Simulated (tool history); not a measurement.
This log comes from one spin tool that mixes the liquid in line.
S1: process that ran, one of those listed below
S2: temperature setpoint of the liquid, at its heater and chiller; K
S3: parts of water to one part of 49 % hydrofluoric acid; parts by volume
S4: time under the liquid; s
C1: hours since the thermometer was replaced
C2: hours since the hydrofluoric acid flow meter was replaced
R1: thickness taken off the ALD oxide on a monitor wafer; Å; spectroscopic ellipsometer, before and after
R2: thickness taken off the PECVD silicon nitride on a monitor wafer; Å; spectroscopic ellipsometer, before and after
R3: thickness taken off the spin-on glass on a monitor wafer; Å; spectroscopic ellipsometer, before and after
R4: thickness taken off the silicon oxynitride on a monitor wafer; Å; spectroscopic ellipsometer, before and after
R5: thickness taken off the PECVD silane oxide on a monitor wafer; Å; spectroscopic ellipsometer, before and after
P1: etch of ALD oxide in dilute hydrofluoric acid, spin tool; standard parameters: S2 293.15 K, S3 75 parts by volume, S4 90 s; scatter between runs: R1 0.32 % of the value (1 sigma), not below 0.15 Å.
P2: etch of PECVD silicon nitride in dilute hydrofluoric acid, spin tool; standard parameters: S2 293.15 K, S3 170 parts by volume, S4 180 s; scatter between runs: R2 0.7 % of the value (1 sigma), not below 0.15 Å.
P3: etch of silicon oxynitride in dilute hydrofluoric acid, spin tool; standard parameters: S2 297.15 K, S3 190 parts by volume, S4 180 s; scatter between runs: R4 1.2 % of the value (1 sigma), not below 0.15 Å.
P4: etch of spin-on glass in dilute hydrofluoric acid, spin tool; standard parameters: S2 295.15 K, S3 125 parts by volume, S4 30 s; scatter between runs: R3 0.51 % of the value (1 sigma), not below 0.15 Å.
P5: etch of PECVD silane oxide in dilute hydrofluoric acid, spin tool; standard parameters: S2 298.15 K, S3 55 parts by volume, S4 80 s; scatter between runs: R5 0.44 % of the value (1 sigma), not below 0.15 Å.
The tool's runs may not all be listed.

run 1 hour=15.0 | S1=P1 S2=293.15 S3=75 S4=90 | C1=163.0 C2=163.5 | R1=205.150
run 2 hour=28.3 | S1=P1 S2=293.15 S3=75 S4=90 | C1=176.3 C2=176.8 | R1=206.380
run 3 hour=36.5 | S1=P1 S2=293.15 S3=75 S4=15 | C1=184.5 C2=185.0 | R1=33.986
run 4 hour=48.9 | S1=P1 S2=293.15 S3=75 S4=90 | C1=196.9 C2=197.4 | R1=204.600
run 5 hour=64.4 | S1=P2 S2=293.15 S3=55 S4=180 | C1=212.4 C2=212.9 | R2=86.285
-- hour=77.3 thermometer replaced
run 6 hour=78.9 | S1=P4 S2=295.15 S3=125 S4=30 | C1=1.7 C2=227.4 | R3=63.743
run 7 hour=88.8 | S1=P3 S2=297.15 S3=190 S4=180 | C1=11.6 C2=237.3 | R4=18.628
run 8 hour=98.0 | S1=P5 S2=298.15 S3=55 S4=145 | C1=20.8 C2=246.5 | R5=667.55
run 9 hour=108.8 | S1=P2 S2=293.15 S3=170 S4=180 | C1=31.6 C2=257.3 | R2=28.504
run 10 hour=120.7 | S1=P1 S2=301.15 S3=75 S4=90 | C1=43.5 C2=269.2 | R1=282.920
run 11 hour=133.3 | S1=P1 S2=290.15 S3=20 S4=90 | C1=56.1 C2=281.8 | R1=717.050
run 12 hour=149.4 | S1=P1 S2=293.15 S3=75 S4=90 | C1=72.2 C2=297.9 | R1=206.050
run 13 hour=162.5 | S1=P4 S2=295.15 S3=125 S4=15 | C1=85.3 C2=311.0 | R3=32.387
run 14 hour=173.2 | S1=P1 S2=293.15 S3=120 S4=90 | C1=96.0 C2=321.7 | R1=121.800
run 15 hour=187.8 | S1=P1 S2=293.15 S3=75 S4=145 | C1=110.6 C2=336.3 | R1=330.010
run 16 hour=196.3 | S1=P5 S2=305.15 S3=55 S4=80 | C1=119.1 C2=344.8 | R5=485.96
run 17 hour=205.2 | S1=P4 S2=303.65 S3=125 S4=30 | C1=128.0 C2=353.7 | R3=88.306
run 18 hour=223.5 | S1=P3 S2=297.15 S3=285 S4=180 | C1=146.3 C2=372.0 | R4=11.735
run 19 hour=238.0 | S1=P1 S2=293.15 S3=75 S4=90 | C1=160.8 C2=386.5 | R1=206.530
run 20 hour=248.5 | S1=P3 S2=297.15 S3=190 S4=180 | C1=171.3 C2=397.0 | R4=18.691
-- hour=260.4 hydrofluoric acid flow meter replaced
run 21 hour=261.6 | S1=P5 S2=298.15 S3=25 S4=80 | C1=184.4 C2=1.3 | R5=845.46
run 22 hour=276.1 | S1=P1 S2=290.15 S3=75 S4=90 | C1=198.9 C2=15.8 | R1=180.670
run 23 hour=292.0 | S1=P2 S2=301.65 S3=170 S4=180 | C1=214.8 C2=31.7 | R2=49.164
run 24 hour=305.1 | S1=P4 S2=295.15 S3=215 S4=30 | C1=227.9 C2=44.8 | R3=33.862

Forecast run 25:
run 25 hour=316.0 | S1=P3 S2=305.15 S3=190 S4=180 | C1=238.8 C2=55.7 | R4=?

{"run 25": {"R4": 27.173}}

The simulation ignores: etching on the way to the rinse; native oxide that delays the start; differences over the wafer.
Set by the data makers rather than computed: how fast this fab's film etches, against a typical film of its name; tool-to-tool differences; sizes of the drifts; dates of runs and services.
